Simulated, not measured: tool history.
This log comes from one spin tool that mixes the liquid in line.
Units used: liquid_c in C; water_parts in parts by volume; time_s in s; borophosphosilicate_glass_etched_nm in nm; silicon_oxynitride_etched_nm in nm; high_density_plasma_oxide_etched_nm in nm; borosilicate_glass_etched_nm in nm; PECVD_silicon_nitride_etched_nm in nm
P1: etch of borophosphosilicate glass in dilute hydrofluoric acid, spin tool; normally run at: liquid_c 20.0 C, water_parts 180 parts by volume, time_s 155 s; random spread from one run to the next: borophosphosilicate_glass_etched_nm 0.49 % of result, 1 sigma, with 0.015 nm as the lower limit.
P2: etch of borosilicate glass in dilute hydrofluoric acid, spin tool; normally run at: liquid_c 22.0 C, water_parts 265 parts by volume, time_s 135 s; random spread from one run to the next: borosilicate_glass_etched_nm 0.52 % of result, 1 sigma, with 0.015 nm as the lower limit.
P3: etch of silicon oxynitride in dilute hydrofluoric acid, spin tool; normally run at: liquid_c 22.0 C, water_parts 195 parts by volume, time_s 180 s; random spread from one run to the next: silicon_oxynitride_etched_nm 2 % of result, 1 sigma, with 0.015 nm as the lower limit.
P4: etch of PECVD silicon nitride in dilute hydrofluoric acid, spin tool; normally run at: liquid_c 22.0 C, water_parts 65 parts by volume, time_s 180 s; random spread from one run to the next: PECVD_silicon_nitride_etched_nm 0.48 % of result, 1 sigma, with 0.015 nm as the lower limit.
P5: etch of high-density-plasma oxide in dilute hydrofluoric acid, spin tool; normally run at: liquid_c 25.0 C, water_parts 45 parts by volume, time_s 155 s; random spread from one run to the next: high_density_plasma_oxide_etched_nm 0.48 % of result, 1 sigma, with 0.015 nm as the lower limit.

| run | hour | process | liquid_c | water_parts | time_s | hours since the thermometer was replaced | hours since the hydrofluoric acid flow meter was replaced | borophosphosilicate_glass_etched_nm | silicon_oxynitride_etched_nm | high_density_plasma_oxide_etched_nm | borosilicate_glass_etched_nm | PECVD_silicon_nitride_etched_nm |
|---|---|---|---|---|---|---|---|---|---|---|---|---|
| 1 | 11.4 | P1 | 20.0 | 180 | 155 | 730.4 | 905.7 | 32.6170 |  |  |  |  |
| 2 | 20.7 | P3 | 30.5 | 195 | 180 | 739.7 | 915.0 |  | 1.77840 |  |  |  |
| 3 | 29.2 | P1 | 20.0 | 315 | 155 | 748.2 | 923.5 | 16.3630 |  |  |  |  |
| 4 | 35.5 | P3 | 22.0 | 350 | 180 | 754.5 | 929.8 |  | 0.60533 |  |  |  |
| 5 | 45.0 | P1 | 20.0 | 180 | 280 | 764.0 | 939.3 | 59.0190 |  |  |  |  |
| 6 | 54.1 | P5 | 31.0 | 45 | 155 | 773.1 | 948.4 |  |  | 32.3610 |  |  |
| 7 | 64.0 | P3 | 22.0 | 195 | 180 | 783.0 | 958.3 |  | 1.20980 |  |  |  |
|  | 76.7 | thermometer replaced |
| 8 | 77.9 | P1 | 20.0 | 180 | 155 | 1.3 | 972.2 | 32.6000 |  |  |  |  |
| 9 | 85.9 | P2 | 22.0 | 265 | 260 | 9.3 | 980.2 |  |  |  | 41.231 |  |
| 10 | 95.7 | P3 | 22.0 | 195 | 285 | 19.1 | 990.0 |  | 1.93780 |  |  |  |
| 11 | 102.6 | P4 | 22.0 | 65 | 180 | 26.0 | 996.9 |  |  |  |  | 8.8486 |
| 12 | 116.5 | P1 | 20.0 | 180 | 155 | 39.9 | 1010.8 | 32.9550 |  |  |  |  |
| 13 | 123.2 | P4 | 22.0 | 100 | 180 | 46.6 | 1017.5 |  |  |  |  | 5.8282 |
| 14 | 133.4 | P1 | 27.0 | 180 | 155 | 56.8 | 1027.7 | 42.5040 |  |  |  |  |
| 15 | 142.4 | P2 | 22.0 | 90 | 135 | 65.8 | 1036.7 |  |  |  | 75.932 |  |
| 16 | 153.6 | P1 | 20.0 | 180 | 20 | 77.0 | 1047.9 | 4.2129 |  |  |  |  |
| 17 | 164.3 | P5 | 25.0 | 45 | 155 | 87.7 | 1058.6 |  |  | 25.1220 |  |  |
| 18 | 175.7 | P2 | 22.0 | 265 | 135 | 99.1 | 1070.0 |  |  |  | 21.528 |  |
| 19 | 189.4 | P1 | 17.0 | 180 | 155 | 112.8 | 1083.7 | 29.1140 |  |  |  |  |
| 20 | 203.8 | P4 | 22.0 | 65 | 350 | 127.2 | 1098.1 |  |  |  |  | 17.1680 |
| 21 | 214.5 | P1 | 20.0 | 180 | 155 | 137.9 | 1108.8 | 32.3600 |  |  |  |  |
| 22 | 228.4 | P1 | 20.0 | 75 | 90 | 151.8 | 1122.7 | 51.2260 |  |  |  |  |
| 23 | 236.3 | P1 | 20.0 | 100 | 220 | 159.7 | 1130.6 | 91.2000 |  |  |  |  |
| 24 | 245.3 | P5 | 25.0 | 45 | 155 | 168.7 | 1139.6 |  |  | 25.1080 |  |  |
| 25 | 259.6 | P5 | 25.0 | 45 | 30 | 183.0 | 1153.9 |  |  | 4.9789 |  |  |
| 26 | 267.0 | P5 | 25.0 | 75 | 155 | 190.4 | 1161.3 |  |  | 14.5360 |  |  |
| 27 | 278.5 | P4 | 17.5 | 65 | 180 | 201.9 | 1172.8 |  |  |  |  | 6.5376 |
| 28 | 292.4 | P1 | 20.0 | 80 | 155 | 215.8 | 1186.7 | 81.8480 |  |  |  |  |
| 29 | 299.0 | P1 | 20.0 | 180 | 155 | 222.4 | 1193.3 | 32.6300 |  |  |  |  |
| 30 | 309.6 | P2 | 17.5 | 265 | 135 | 233.0 | 1203.9 |  |  |  | 18.088 |  |
| 31 | 320.9 | P1 | 20.0 | 180 | 155 | 244.3 | 1215.2 | 32.4420 |  |  |  |  |
| 32 | 331.3 | P1 | 20.0 | 180 | 155 | 254.7 | 1225.6 | 32.8910 |  |  |  |  |
| 33 | 342.1 | P1 | 20.0 | 180 | 155 | 265.5 | 1236.4 | 33.5800 |  |  |  |  |
| 34 | 351.5 | P1 | 20.0 | 180 | 155 | 274.9 | 1245.8 | 33.9980 |  |  |  |  |
| 35 | 358.9 | P1 | 20.0 | 180 | 155 | 282.3 | 1253.2 | 34.7720 |  |  |  |  |
| 36 | 365.2 | P1 | 20.0 | 180 | 155 | 288.6 | 1259.5 | 34.7530 |  |  |  |  |
| 37 | 379.5 | P1 | 20.0 | 180 | 155 | 302.9 | 1273.8 | 34.7230 |  |  |  |  |
| 38 | 390.7 | P1 | 20.0 | 180 | 155 | 314.1 | 1285.0 | 35.0300 |  |  |  |  |
| 39 | 398.0 | P1 | 20.0 | 180 | 155 | 321.4 | 1292.3 | 34.9060 |  |  |  |  |
| 40 | 408.3 | P1 | 20.0 | 180 | 155 | 331.7 | 1302.6 | 34.9500 |  |  |  |  |
| 41 | 419.0 | P1 | 20.0 | 180 | 155 | 342.4 | 1313.3 | 35.0340 |  |  |  |  |
| 42 | 431.3 | P1 | 20.0 | 180 | 155 | 354.7 | 1325.6 | 35.1510 |  |  |  |  |

What P1 gives has crept off from where it sat before. The 2 causes that follow fit the log equally well, each at the size noted:
A: liquid hotter than its thermometer reads (K) = 1.89
B: hydrofluoric acid flow above the setpoint (%) = 6.41
At approximately hour 331.3, the process output began to creep.

4 check runs are offered, one wafer each, their results left as question marks. Which one tells the causes apart?
| check 1 | 443.6 | P5 | 30.5 | 45 | 155 |  |  |  |  | ? |  |  |
| check 2 | 443.6 | P2 | 22.0 | 145 | 260 |  |  |  |  |  | ? |  |
| check 3 | 443.6 | P3 | 22.0 | 340 | 180 |  |  |  | ? |  |  |  |
| check 4 | 443.6 | P4 | 18.0 | 65 | 305 |  |  |  |  |  |  | ? |

Check results expected under each cause:
| check | result | if A | if B |
|---|---|---|---|
| check 1 | high_density_plasma_oxide_etched_nm | 33.9920 | 33.7450 |
| check 2 | borosilicate_glass_etched_nm | 92.043 | 91.902 |
| check 3 | silicon_oxynitride_etched_nm | 0.67743 | 0.67429 |
| check 4 | PECVD_silicon_nitride_etched_nm | 13.0330 | 12.1380 |
Minimum pairwise separation of causes per check, each pair taken at its best-separating result: check 1 0.73 %; check 2 0.15 %; check 3 0.46 %; check 4 7.11 %
The other checks would show nearly matching results whichever cause is true, so check 4 is the only one that separates the causes.

Check 4 was carried out, with these results: PECVD_silicon_nitride_etched_nm 12.1190 nm. Which of the listed causes is responsible?

It is B: hydrofluoric acid flow above the setpoint (%).
